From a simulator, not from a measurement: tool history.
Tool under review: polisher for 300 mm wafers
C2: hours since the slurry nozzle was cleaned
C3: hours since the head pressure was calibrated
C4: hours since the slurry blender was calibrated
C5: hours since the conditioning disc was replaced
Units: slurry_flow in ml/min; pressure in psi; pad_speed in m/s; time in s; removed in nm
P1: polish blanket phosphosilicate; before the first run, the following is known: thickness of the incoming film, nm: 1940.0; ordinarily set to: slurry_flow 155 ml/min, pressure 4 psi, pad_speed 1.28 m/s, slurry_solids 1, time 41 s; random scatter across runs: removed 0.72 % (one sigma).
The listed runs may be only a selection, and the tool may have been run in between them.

Run 1, hour 3.9: slurry_flow 155 ml/min, pressure 4 psi, pad_speed 1.28 m/s, slurry_solids 1, time 41 s; wafers polished on this pad 605; C2 307.3; C3 364.4; C4 290.2; C5 88.4. Result: removed 566.15 nm.
Run 2, hour 8: slurry_flow 155 ml/min, pressure 2.6 psi, pad_speed 1.28 m/s, slurry_solids 1, time 41 s; wafers polished on this pad 652; C2 311.4; C3 368.5; C4 294.3; C5 92.5. Result: removed 367.01 nm.
Run 3, hour 13.1: slurry_flow 95 ml/min, pressure 4 psi, pad_speed 1.28 m/s, slurry_solids 1, time 41 s; wafers polished on this pad 711; C2 316.5; C3 373.6; C4 299.4; C5 97.6. Result: removed 512.45 nm.
Run 4, hour 17.1: slurry_flow 155 ml/min, pressure 4 psi, pad_speed 1.28 m/s, slurry_solids 0.5, time 41 s; wafers polished on this pad 757; C2 320.5; C3 377.6; C4 303.4; C5 101.6. Result: removed 392.51 nm.
Run 5, hour 21: slurry_flow 155 ml/min, pressure 4 psi, pad_speed 1.28 m/s, slurry_solids 1, time 41 s; wafers polished on this pad 802; C2 324.4; C3 381.5; C4 307.3; C5 105.5. Result: removed 566.97 nm.
Run 6, hour 24.6: slurry_flow 155 ml/min, pressure 1.9 psi, pad_speed 0.86 m/s, slurry_solids 1, time 41 s; wafers polished on this pad 843; C2 328; C3 385.1; C4 310.9; C5 109.1. Result: removed 197.47 nm.
Run 7, hour 27.5: slurry_flow 220 ml/min, pressure 4 psi, pad_speed 1.28 m/s, slurry_solids 1, time 41 s; wafers polished on this pad 876; C2 330.9; C3 388; C4 313.8; C5 112. Result: removed 593.63 nm.
Run 8, hour 32.3: slurry_flow 155 ml/min, pressure 4 psi, pad_speed 1.28 m/s, slurry_solids 1, time 24 s; wafers polished on this pad 931; C2 335.7; C3 392.8; C4 318.6; C5 116.8. Result: removed 333.2 nm.
Run 9, hour 36.9: slurry_flow 155 ml/min, pressure 4 psi, pad_speed 1.96 m/s, slurry_solids 1, time 41 s; wafers polished on this pad 984; C2 340.3; C3 397.4; C4 323.2; C5 121.4. Result: removed 797.1 nm.
At hour 39.4: conditioning disc replaced and pad reconditioned.
Run 10, hour 41.4: slurry_flow 155 ml/min, pressure 4 psi, pad_speed 0.58 m/s, slurry_solids 1, time 41 s; wafers polished on this pad 1036; C2 344.8; C3 401.9; C4 327.7; C5 2. Result: removed 303.46 nm.
Run 11, hour 44.7: slurry_flow 155 ml/min, pressure 4 psi, pad_speed 1.28 m/s, slurry_solids 1, time 58 s; wafers polished on this pad 1074; C2 348.1; C3 405.2; C4 331; C5 5.3. Result: removed 803.75 nm.
Run 12, hour 49: slurry_flow 155 ml/min, pressure 4 psi, pad_speed 1.28 m/s, slurry_solids 1.45, time 41 s; wafers polished on this pad 1123; C2 352.4; C3 409.5; C4 335.3; C5 9.6. Result: removed 666.08 nm.
Run 13, hour 53.1: slurry_flow 155 ml/min, pressure 4 psi, pad_speed 1.28 m/s, slurry_solids 1, time 41 s; wafers polished on this pad 1170; C2 356.5; C3 413.6; C4 339.4; C5 13.7. Result: removed 572.68 nm.
Run 14, hour 57.3: slurry_flow 155 ml/min, pressure 6.2 psi, pad_speed 1.28 m/s, slurry_solids 1, time 41 s; wafers polished on this pad 1219; C2 360.7; C3 417.8; C4 343.6; C5 17.9. Result: removed 884.2 nm.
Run 15, hour 60: slurry_flow 155 ml/min, pressure 4 psi, pad_speed 1.28 m/s, slurry_solids 1, time 41 s; wafers polished on this pad 1250; C2 363.4; C3 420.5; C4 346.3; C5 20.6. Result: removed 571.69 nm.

Run 16 is up next; what results do you expect?
Run 16, hour 62.6: slurry_flow 155 ml/min, pressure 4 psi, pad_speed 1.28 m/s, slurry_solids 1, time 41 s; wafers polished on this pad 1279; C2 366; C3 423.1; C4 348.9; C5 23.2. Result: removed ?.

{"run 16": {"removed": 571.32}}
